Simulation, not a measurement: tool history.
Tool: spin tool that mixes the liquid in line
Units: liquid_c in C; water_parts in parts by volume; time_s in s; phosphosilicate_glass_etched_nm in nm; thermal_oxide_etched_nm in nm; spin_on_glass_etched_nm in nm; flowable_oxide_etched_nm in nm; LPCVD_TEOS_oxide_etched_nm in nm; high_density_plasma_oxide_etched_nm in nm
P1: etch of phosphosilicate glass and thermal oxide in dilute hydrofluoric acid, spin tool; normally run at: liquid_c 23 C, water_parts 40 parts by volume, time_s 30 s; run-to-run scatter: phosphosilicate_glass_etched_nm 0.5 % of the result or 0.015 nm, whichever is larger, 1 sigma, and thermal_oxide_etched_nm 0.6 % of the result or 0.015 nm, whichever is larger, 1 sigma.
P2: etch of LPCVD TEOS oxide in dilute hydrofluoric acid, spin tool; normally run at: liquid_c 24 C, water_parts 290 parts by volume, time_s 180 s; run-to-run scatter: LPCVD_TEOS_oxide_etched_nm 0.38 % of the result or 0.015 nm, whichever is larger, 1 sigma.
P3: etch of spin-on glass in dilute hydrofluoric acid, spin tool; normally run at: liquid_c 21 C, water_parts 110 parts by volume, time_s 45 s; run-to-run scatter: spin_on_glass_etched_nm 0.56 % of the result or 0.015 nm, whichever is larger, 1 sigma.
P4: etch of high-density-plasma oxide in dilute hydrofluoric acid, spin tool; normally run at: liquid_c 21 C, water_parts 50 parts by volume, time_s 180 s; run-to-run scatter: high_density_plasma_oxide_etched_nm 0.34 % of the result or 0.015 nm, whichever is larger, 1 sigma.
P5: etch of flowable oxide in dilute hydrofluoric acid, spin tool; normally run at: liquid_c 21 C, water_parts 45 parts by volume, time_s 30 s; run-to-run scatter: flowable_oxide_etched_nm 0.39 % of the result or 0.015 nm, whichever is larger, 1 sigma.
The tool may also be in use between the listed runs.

run   hour  process  liquid_c  water_parts  time_s  phosphosilicate_glass_etched_nm  thermal_oxide_etched_nm  spin_on_glass_etched_nm  flowable_oxide_etched_nm  LPCVD_TEOS_oxide_etched_nm  high_density_plasma_oxide_etched_nm
  1    9.6       P1        23           40      30                           54.739                   3.9755
  2   17.4       P3        21           40      45                                                                              32.23
  3   23.4       P3        21          110      45                                                                             10.703
  4   32.2       P5        21           45      30                                                                                                       32.592
  5   43.7       P1        23           20      30                           112.54                   8.1393
  6   53.1       P2        24           50     180                                                                                                                                   65.952
  7     60       P1        27           40      30                           64.345                   4.6353
  8   71.9       P1        23           40      60                           109.86                   7.8897
  9   78.1       P4      29.5           50     180                                                                                                                                                                        25.148
 10   86.8       P5        21           45      30                                                                                                        32.59
 11   93.5       P1        23           40      30                           54.793                   3.9516
 12  101.3       P1      26.5           65      30                           37.773                   2.6808
 13  106.8       P2        24          290     180                                                                                                                                   8.5625
 14    119       P4        21           50     180                                                                                                                                                                        17.734
 15  131.4       P1        23           40      30                           54.756                   3.9867
 16  143.1       P3        21          110      15                                                                             3.5559
 17  150.7       P5      29.5           45      30                                                                                                       45.959
 18  162.2       P2        24          290     315                                                                                                                                   15.197
 19  168.7       P1        23           40      30                           54.791                   3.9922
 20  180.2       P3        21          110      45                                                                              10.77
 21  186.2       P4        21           70     180                                                                                                                                                                         12.33
 22  194.2       P1        23           40      30                           55.089                   3.9781
 23  200.3       P1        18           40      30                           44.407                   3.1843
 24  206.1       P5        21           65      30                                                                                                       22.104
 25  212.7       P1        23           40      30                           55.108                    3.968
 26    223       P3        17          110      45                                                                               9.12
 27  233.3       P2        20          290     180                                                                                                                                   7.5208
 28  245.3       P5        21           45      60                                                                                                        65.35
 29  256.4       P1        23           40      30                           55.128                   3.9902
 30  262.7       P4        21           50     325                                                                                                                                                                        31.728
 31  268.5       P1        23           60      30                           35.717                   2.5455
 32  279.4       P4        21           50     180                                                                                                                                                                        17.652
 33  286.7       P1        23           40      15                           27.299                   1.9935
 34  297.4       P1        23           40      30                           54.811                   3.9465
 35  305.2       P1        23           40      30                           56.912                   4.1154
 36  311.6       P1        23           40      30                           58.074                   4.2009
 37  317.5       P1        23           40      30                           58.247                   4.1837
 38  323.7       P1        23           40      30                           58.707                   4.2209
 39  332.7       P1        23           40      30                           59.586                   4.2448
 40  343.3       P1        23           40      30                           59.463                    4.328
 41  354.4       P1        23           40      30                           59.724                   4.2986
 42  360.2       P1        23           40      30                           59.527                   4.3271

What P1 gives has crept away from where it was. These 2 causes fit the log equally well, each at the size given:
A: hydrofluoric acid flow above the setpoint (%) = 8.5
B: liquid hotter than its thermometer reads (K) = 2.07
The creep began at about hour 297.4.

4 check runs are offered, one wafer each, their results left as question marks. Which one tells the causes apart?
check 1   366       P2        24          290     180                                                                                                                                        ?
check 2   366       P3        21          110      45                                                                                  ?
check 3   366       P4        21           50     180                                                                                                                                                                             ?
check 4   366       P5        21           45      30                                                                                                            ?

What each check would give under each cause:
  check                               result    if A    if B
check 1           LPCVD_TEOS_oxide_etched_nm  9.6081  9.2988
check 2              spin_on_glass_etched_nm  11.797  11.698
check 3  high_density_plasma_oxide_etched_nm  19.318  19.319
check 4             flowable_oxide_etched_nm  35.604  35.632
How far apart the two closest causes lie, in the result that separates them most: check 1 3.27 %; check 2 0.85 %; check 3 0 %; check 4 0.08 %
Check 1 tells the causes apart: in the others they would give nearly the same result.

Check 1 was then run and gave: LPCVD_TEOS_oxide_etched_nm 9.6469 nm. Which cause is it?

It is A: hydrofluoric acid flow above the setpoint (%).
